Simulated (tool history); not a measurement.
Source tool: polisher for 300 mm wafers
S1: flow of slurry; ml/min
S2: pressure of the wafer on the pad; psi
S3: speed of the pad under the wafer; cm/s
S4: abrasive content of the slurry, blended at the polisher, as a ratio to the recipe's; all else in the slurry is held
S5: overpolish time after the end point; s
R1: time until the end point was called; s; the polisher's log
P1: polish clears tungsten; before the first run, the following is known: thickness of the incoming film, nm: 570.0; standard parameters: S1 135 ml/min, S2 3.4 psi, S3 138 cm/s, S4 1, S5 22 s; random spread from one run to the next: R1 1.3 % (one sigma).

run    day   S1   S2   S3    S4  S5      R1
  1  0.183  135  3.4  138     1  22  115.41
  2  0.442  135  3.4  138     1   7  114.13
  3  0.558  135  3.4  138  1.35  22  106.77
  4  0.779  135  3.4  200     1  22  79.757
  5  0.896  135  3.4  138     1  22  113.37
  6  1.062  135  3.4  138   0.6  22  127.94
  7  1.204  135  4.5  138     1  22  86.582
  8  1.358   80  3.4  138     1  22   130.2
  9  1.504  135  1.5  138     1  22  256.34
 10  1.746  135  3.4  170     1  40  93.857
 11  1.892  135  3.4  138     1  22  115.06
 12    2.1  190  3.4  138     1  22  107.85
 13  2.221  135  3.4  138     1  22  116.64
 14  2.412  135  3.4  138     1  22  114.21
     2.621  -- slurry tank refilled with fresh slurry and peroxide
 15  2.646  135  3.4  138     1  22  114.86
 16  2.804  135  3.4  138     1  34  114.93
 17  2.942  135  3.4   62     1  22  259.63
 18  3.117  135  3.4  138     1  22  113.14
 19  3.242  135  3.4  138     1  22  117.17
 20  3.425  135  3.4  138     1  22  119.35
 21  3.571  135  3.4  138     1  22  122.36
     3.638  -- slurry blender recalibrated
     3.658  -- head pressure recalibrated
     3.675  -- worn pad replaced by a new one
 22  3.758  135  3.4  138     1  22  126.58
 23  3.975  135  3.4  138     1  22  130.26
 24  4.108  135  3.4  138     1  22  127.26
 25  4.329  135  3.4  138     1  22  127.55

Forecast run 26:
 26  4.45  135  3.4  138   1  22   ?

Run 26 yielded R1 129.11 s.

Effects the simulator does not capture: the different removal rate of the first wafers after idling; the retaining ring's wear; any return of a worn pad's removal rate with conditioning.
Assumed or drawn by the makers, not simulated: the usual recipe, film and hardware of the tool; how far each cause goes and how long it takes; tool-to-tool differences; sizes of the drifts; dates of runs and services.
